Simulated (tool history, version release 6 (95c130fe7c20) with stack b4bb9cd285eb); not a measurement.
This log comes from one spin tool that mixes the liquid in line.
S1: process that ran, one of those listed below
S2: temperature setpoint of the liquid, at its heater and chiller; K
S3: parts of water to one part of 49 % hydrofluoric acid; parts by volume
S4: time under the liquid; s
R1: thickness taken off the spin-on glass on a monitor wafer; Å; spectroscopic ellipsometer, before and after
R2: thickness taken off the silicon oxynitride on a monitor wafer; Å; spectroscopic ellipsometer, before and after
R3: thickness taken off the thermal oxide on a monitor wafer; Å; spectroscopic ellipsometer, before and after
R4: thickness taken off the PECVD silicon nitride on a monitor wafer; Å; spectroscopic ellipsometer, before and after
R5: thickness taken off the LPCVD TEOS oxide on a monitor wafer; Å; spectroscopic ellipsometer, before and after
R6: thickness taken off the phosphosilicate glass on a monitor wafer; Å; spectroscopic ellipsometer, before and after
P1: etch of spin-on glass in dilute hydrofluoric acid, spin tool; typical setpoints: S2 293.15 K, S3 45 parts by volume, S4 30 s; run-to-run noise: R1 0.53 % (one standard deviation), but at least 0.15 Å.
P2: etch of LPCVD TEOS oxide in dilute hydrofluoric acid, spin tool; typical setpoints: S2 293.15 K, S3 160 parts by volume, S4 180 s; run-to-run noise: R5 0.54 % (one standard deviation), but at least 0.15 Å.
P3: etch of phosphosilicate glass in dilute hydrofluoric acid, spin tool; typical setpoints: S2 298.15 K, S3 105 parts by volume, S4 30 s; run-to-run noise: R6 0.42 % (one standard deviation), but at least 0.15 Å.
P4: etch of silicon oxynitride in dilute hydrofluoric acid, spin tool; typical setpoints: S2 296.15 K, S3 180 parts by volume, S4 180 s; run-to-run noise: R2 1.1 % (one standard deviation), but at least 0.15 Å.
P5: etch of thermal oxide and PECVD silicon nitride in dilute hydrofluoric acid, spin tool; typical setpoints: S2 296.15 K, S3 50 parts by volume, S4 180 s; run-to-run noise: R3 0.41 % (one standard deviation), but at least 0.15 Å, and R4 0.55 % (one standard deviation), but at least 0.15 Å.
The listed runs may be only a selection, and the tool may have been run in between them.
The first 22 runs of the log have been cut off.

run	day	S1	S2	S3	S4	R1	R2	R3	R4	R5	R6
23	6.579	P1	293.15	20	30	574.43					
24	6.892	P1	297.65	45	15	150.02					
25	7.092	P3	290.15	105	30						267.23
26	7.388	P1	293.15	65	30	166.98					
27	7.729	P4	296.15	180	90		12.484				
28	8.071	P1	290.15	45	30	217.79					
29	8.458	P3	298.15	105	30						367.84
30	8.717	P1	293.15	45	50	413.09					
31	8.975	P2	293.15	265	180					89.437	
32	9.354	P1	293.15	45	30	249.40					
33	9.638	P1	293.15	45	30	254.92					
34	9.983	P1	293.15	45	30	264.07					

Expected results for the next run?
35	10.158	P1	293.15	45	30	?					

{"run 35": {"R1": 265.79}}
